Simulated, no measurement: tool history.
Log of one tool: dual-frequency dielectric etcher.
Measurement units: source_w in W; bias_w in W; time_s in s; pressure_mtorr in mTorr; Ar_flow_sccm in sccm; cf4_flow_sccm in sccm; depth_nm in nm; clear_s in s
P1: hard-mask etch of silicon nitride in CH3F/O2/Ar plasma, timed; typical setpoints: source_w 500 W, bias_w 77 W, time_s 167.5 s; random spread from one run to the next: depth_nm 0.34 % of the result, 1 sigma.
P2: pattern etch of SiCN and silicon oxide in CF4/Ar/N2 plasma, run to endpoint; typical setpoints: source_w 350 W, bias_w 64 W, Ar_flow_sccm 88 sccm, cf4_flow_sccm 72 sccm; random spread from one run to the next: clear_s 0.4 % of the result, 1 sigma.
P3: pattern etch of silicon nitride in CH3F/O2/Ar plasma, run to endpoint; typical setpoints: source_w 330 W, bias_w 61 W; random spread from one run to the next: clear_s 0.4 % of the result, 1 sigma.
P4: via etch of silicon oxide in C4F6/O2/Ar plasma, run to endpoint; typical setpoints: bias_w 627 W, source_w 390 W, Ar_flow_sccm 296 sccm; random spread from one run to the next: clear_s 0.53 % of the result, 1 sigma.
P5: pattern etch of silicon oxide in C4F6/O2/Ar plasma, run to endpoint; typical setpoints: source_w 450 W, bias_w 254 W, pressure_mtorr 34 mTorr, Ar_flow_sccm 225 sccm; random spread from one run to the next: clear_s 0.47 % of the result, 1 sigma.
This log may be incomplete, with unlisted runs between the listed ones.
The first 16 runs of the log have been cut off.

run	hour	process	source_w	bias_w	time_s	pressure_mtorr	Ar_flow_sccm	cf4_flow_sccm	depth_nm	clear_s
17	113.7	P1	500	77	167.5				131.4	
18	118.7	P4	390	627			296			26.081
19	124.6	P5	370	254		34	225			11.604
20	130.2	P1	410	77	167.5				121.79	
21	137.8	P2	350	79			88	72		16.131
22	146.7	P1	500	77	167.5				131.6	
23	155.1	P4	390	627			296			26.214
24	161.4	P4	390	627			201			24.872
25	167.6	P3	460	61						58.911
26	173.9	P1	500	53	167.5				116.54	
27	182.9	P1	500	101	167.5				145.29	

Run 28, settings as shown, results not yet in. Your forecast:
28	191.4	P4	390	504			296			?

clear_s: 28.38 s
